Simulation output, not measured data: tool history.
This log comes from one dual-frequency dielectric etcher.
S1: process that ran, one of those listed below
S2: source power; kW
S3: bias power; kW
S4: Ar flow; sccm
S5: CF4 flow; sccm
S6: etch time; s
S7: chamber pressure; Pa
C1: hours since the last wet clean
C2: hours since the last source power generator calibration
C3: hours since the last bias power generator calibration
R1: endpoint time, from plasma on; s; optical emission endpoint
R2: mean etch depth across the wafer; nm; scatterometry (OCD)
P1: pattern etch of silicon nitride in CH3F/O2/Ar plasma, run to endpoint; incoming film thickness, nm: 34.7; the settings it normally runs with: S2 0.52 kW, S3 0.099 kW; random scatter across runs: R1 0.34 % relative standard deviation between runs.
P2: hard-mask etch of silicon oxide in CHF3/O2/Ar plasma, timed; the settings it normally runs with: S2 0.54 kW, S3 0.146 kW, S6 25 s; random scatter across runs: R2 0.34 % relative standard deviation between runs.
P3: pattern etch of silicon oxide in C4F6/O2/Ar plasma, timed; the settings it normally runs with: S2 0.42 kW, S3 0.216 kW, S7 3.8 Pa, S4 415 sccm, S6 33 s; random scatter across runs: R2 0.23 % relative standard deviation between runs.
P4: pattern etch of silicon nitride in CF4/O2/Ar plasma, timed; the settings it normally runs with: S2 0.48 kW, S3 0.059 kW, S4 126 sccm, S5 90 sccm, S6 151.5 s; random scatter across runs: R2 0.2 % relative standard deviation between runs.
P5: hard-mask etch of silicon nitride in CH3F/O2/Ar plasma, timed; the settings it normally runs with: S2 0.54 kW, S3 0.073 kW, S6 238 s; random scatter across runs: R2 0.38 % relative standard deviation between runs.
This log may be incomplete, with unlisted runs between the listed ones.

{"run": 1, "hour": 7.5, "S1": "P1", "S2": 0.52, "S3": 0.099, "C1": 111.7, "C2": 327.5, "C3": 2879.8, "R1": 41.656}
{"run": 2, "hour": 12.1, "S1": "P4", "S2": 0.48, "S3": 0.059, "S4": 126, "S5": 90, "S6": 108.5, "C1": 116.3, "C2": 332.1, "C3": 2884.4, "R2": 205.97}
{"run": 3, "hour": 20.3, "S1": "P1", "S2": 0.52, "S3": 0.068, "C1": 124.5, "C2": 340.3, "C3": 2892.6, "R1": 47.696}
{"run": 4, "hour": 27.4, "S1": "P2", "S2": 0.54, "S3": 0.146, "S6": 32.5, "C1": 131.6, "C2": 347.4, "C3": 2899.7, "R2": 57.535}
{"run": 5, "hour": 35.3, "S1": "P4", "S2": 0.48, "S3": 0.042, "S4": 126, "S5": 90, "S6": 151.5, "C1": 139.5, "C2": 355.3, "C3": 2907.6, "R2": 251.5}
{"run": 6, "hour": 40.2, "S1": "P2", "S2": 0.39, "S3": 0.146, "S6": 25, "C1": 144.4, "C2": 360.2, "C3": 2912.5, "R2": 39.041}
{"run": 7, "hour": 47.9, "S1": "P4", "S2": 0.48, "S3": 0.059, "S4": 126, "S5": 90, "S6": 151.5, "C1": 152.1, "C2": 367.9, "C3": 2920.2, "R2": 287.67}
{"run": 8, "hour": 57.8, "S1": "P1", "S2": 0.52, "S3": 0.099, "C1": 162, "C2": 377.8, "C3": 2930.1, "R1": 41.657}
{"run": 9, "hour": 68.2, "S1": "P5", "S2": 0.54, "S3": 0.088, "S6": 238, "C1": 172.4, "C2": 388.2, "C3": 2940.5, "R2": 205.36}
{"run": 10, "hour": 74.0, "S1": "P4", "S2": 0.48, "S3": 0.059, "S4": 126, "S5": 90, "S6": 151.5, "C1": 178.2, "C2": 394, "C3": 2946.3, "R2": 287.25}
{"run": 11, "hour": 84.5, "S1": "P3", "S2": 0.42, "S3": 0.283, "S4": 415, "S6": 33, "S7": 3.8, "C1": 188.7, "C2": 404.5, "C3": 2956.8, "R2": 120.07}
{"run": 12, "hour": 89.8, "S1": "P5", "S2": 0.54, "S3": 0.073, "S6": 238, "C1": 194, "C2": 409.8, "C3": 2962.1, "R2": 193.24}
{"run": 13, "hour": 100.0, "S1": "P1", "S2": 0.52, "S3": 0.099, "C1": 204.2, "C2": 420, "C3": 2972.3, "R1": 41.538}
{"run": 14, "hour": 108.8, "S1": "P1", "S2": 0.52, "S3": 0.099, "C1": 213, "C2": 428.8, "C3": 2981.1, "R1": 41.552}
{"run": 15, "hour": 119.2, "S1": "P1", "S2": 0.52, "S3": 0.117, "C1": 223.4, "C2": 439.2, "C3": 2991.5, "R1": 39.092}
{"run": 16, "hour": 127.2, "S1": "P1", "S2": 0.33, "S3": 0.067, "C1": 231.4, "C2": 447.2, "C3": 2999.5, "R1": 56.549}
{"run": 17, "hour": 133.2, "S1": "P3", "S2": 0.42, "S3": 0.216, "S4": 497, "S6": 33, "S7": 3.8, "C1": 237.4, "C2": 453.2, "C3": 3005.5, "R2": 106.95}
{"run": 18, "hour": 140.4, "S1": "P2", "S2": 0.54, "S3": 0.146, "S6": 25, "C1": 244.6, "C2": 460.4, "C3": 3012.7, "R2": 44.429}
{"run": 19, "hour": 146.5, "S1": "P1", "S2": 0.66, "S3": 0.126, "C1": 250.7, "C2": 466.5, "C3": 3018.8, "R1": 34.91}
{"run": 20, "hour": 156.9, "S1": "P1", "S2": 0.32, "S3": 0.099, "C1": 261.1, "C2": 476.9, "C3": 3029.2, "R1": 49.815}
{"run": 21, "hour": 167.3, "S1": "P3", "S2": 0.42, "S3": 0.216, "S4": 415, "S6": 33, "S7": 4.6, "C1": 271.5, "C2": 487.3, "C3": 3039.6, "R2": 106.93}
{"run": 22, "hour": 172.3, "S1": "P1", "S2": 0.52, "S3": 0.099, "C1": 276.5, "C2": 492.3, "C3": 3044.6, "R1": 41.666}
{"run": 23, "hour": 179.8, "S1": "P5", "S2": 0.66, "S3": 0.073, "S6": 238, "C1": 284, "C2": 499.8, "C3": 3052.1, "R2": 208.15}
{"run": 24, "hour": 189.8, "S1": "P3", "S2": 0.3, "S3": 0.216, "S4": 415, "S6": 33, "S7": 3.8, "C1": 294, "C2": 509.8, "C3": 3062.1, "R2": 95.788}
{"run": 25, "hour": 197.8, "S1": "P1", "S2": 0.52, "S3": 0.099, "C1": 302, "C2": 517.8, "C3": 3070.1, "R1": 41.701}
{"run": 26, "hour": 206.0, "S1": "P3", "S2": 0.42, "S3": 0.216, "S4": 415, "S6": 33, "S7": 3.8, "C1": 310.2, "C2": 526, "C3": 3078.3, "R2": 109.34}
{"run": 27, "hour": 215.0, "S1": "P1", "S2": 0.66, "S3": 0.099, "C1": 319.2, "C2": 535, "C3": 3087.3, "R1": 37.885}
{"run": 28, "hour": 223.7, "S1": "P4", "S2": 0.48, "S3": 0.059, "S4": 169, "S5": 90, "S6": 151.5, "C1": 327.9, "C2": 543.7, "C3": 3096, "R2": 276.36}
{"run": 29, "hour": 230.4, "S1": "P3", "S2": 0.42, "S3": 0.216, "S4": 415, "S6": 18, "S7": 3.8, "C1": 334.6, "C2": 550.4, "C3": 3102.7, "R2": 59.508}
{"run": 30, "hour": 238.6, "S1": "P2", "S2": 0.54, "S3": 0.183, "S6": 25, "C1": 342.8, "C2": 558.6, "C3": 3110.9, "R2": 48.059}
{"run": 31, "hour": 248.9, "S1": "P5", "S2": 0.54, "S3": 0.073, "S6": 319.5, "C1": 353.1, "C2": 568.9, "C3": 3121.2, "R2": 259.22}
{"run": 32, "hour": 258.0, "S1": "P4", "S2": 0.28, "S3": 0.059, "S4": 126, "S5": 90, "S6": 151.5, "C1": 362.2, "C2": 578, "C3": 3130.3, "R2": 180.71}
{"run": 33, "hour": 263.8, "S1": "P4", "S2": 0.48, "S3": 0.059, "S4": 126, "S5": 126, "S6": 151.5, "C1": 368, "C2": 583.8, "C3": 3136.1, "R2": 299.03}
{"run": 34, "hour": 269.0, "S1": "P5", "S2": 0.54, "S3": 0.073, "S6": 238, "C1": 373.2, "C2": 589, "C3": 3141.3, "R2": 194.17}
{"run": 35, "hour": 276.8, "S1": "P1", "S2": 0.52, "S3": 0.099, "C1": 381, "C2": 596.8, "C3": 3149.1, "R1": 41.474}
{"run": 36, "hour": 286.4, "S1": "P1", "S2": 0.52, "S3": 0.099, "C1": 390.6, "C2": 606.4, "C3": 3158.7, "R1": 41.04}
{"run": 37, "hour": 293.4, "S1": "P1", "S2": 0.52, "S3": 0.099, "C1": 397.6, "C2": 613.4, "C3": 3165.7, "R1": 41.067}
{"run": 38, "hour": 301.0, "S1": "P1", "S2": 0.52, "S3": 0.099, "C1": 405.2, "C2": 621, "C3": 3173.3, "R1": 41.088}
{"run": 39, "hour": 307.1, "S1": "P1", "S2": 0.52, "S3": 0.099, "C1": 411.3, "C2": 627.1, "C3": 3179.4, "R1": 40.722}
{"run": 40, "hour": 312.8, "S1": "P1", "S2": 0.52, "S3": 0.099, "C1": 417, "C2": 632.8, "C3": 3185.1, "R1": 40.963}
{"run": 41, "hour": 317.6, "S1": "P1", "S2": 0.52, "S3": 0.099, "C1": 421.8, "C2": 637.6, "C3": 3189.9, "R1": 40.898}
{"run": 42, "hour": 328.0, "S1": "P1", "S2": 0.52, "S3": 0.099, "C1": 432.2, "C2": 648, "C3": 3200.3, "R1": 41.165}
{"hour": 331.0, "done": "wet clean of the chamber"}
{"run": 43, "hour": 337.6, "S1": "P1", "S2": 0.52, "S3": 0.099, "C1": 6.6, "C2": 657.6, "C3": 3209.9, "R1": 40.914}
{"run": 44, "hour": 346.9, "S1": "P1", "S2": 0.52, "S3": 0.099, "C1": 15.9, "C2": 666.9, "C3": 3219.2, "R1": 40.784}
{"run": 45, "hour": 352.3, "S1": "P1", "S2": 0.52, "S3": 0.099, "C1": 21.3, "C2": 672.3, "C3": 3224.6, "R1": 40.753}
{"run": 46, "hour": 356.9, "S1": "P1", "S2": 0.52, "S3": 0.099, "C1": 25.9, "C2": 676.9, "C3": 3229.2, "R1": 40.999}

P1 no longer gives what it gave before; its output has crept away from where it was. The following 2 causes, each at its listed size, fit the log equally well:
A: bias power that arrives over what is set, % = 4.81
B: source power that arrives over what is set, % = 4.64
The drift started at roughly hour 276.8.
Ruled out, with reasons:
chamber walls in a state that raises the etch rate, %: its service at hour 331 followed the start of the drift and did not put the process back to its old value

Of the 4 check runs listed below, each run on one wafer and each result written as a question mark, which would let you distinguish the listed causes because they would give clearly different results?
{"run": "check 1", "hour": 361.5, "S1": "P3", "S2": 0.42, "S3": 0.216, "S4": 415, "S6": 33, "S7": 3.8, "R2": "?"}
{"run": "check 2", "hour": 361.5, "S1": "P5", "S2": 0.54, "S3": 0.073, "S6": 238, "R2": "?"}
{"run": "check 3", "hour": 361.5, "S1": "P4", "S2": 0.48, "S3": 0.059, "S4": 126, "S5": 90, "S6": 151.5, "R2": "?"}
{"run": "check 4", "hour": 361.5, "S1": "P2", "S2": 0.54, "S3": 0.146, "S6": 25, "R2": "?"}

What each check would give under each cause:
check=check_1 result=R2 if_A=110.93 if_B=111.16
check=check_2 result=R2 if_A=195.81 if_B=196.09
check=check_3 result=R2 if_A=292.67 if_B=298.61
check=check_4 result=R2 if_A=45.146 if_B=45.247
Gap, in per cent, between the two causes that each check separates least, read from the result that separates them most: check 1 0.21 %; check 2 0.14 %; check 3 2.01 %; check 4 0.22 %
Check 3 tells the causes apart: in the others they would give nearly the same result.

Check 3 was carried out, with these results: R2 292.33 nm. Which of the listed causes is responsible?

The correct cause is A, namely: bias power that arrives over what is set, %.

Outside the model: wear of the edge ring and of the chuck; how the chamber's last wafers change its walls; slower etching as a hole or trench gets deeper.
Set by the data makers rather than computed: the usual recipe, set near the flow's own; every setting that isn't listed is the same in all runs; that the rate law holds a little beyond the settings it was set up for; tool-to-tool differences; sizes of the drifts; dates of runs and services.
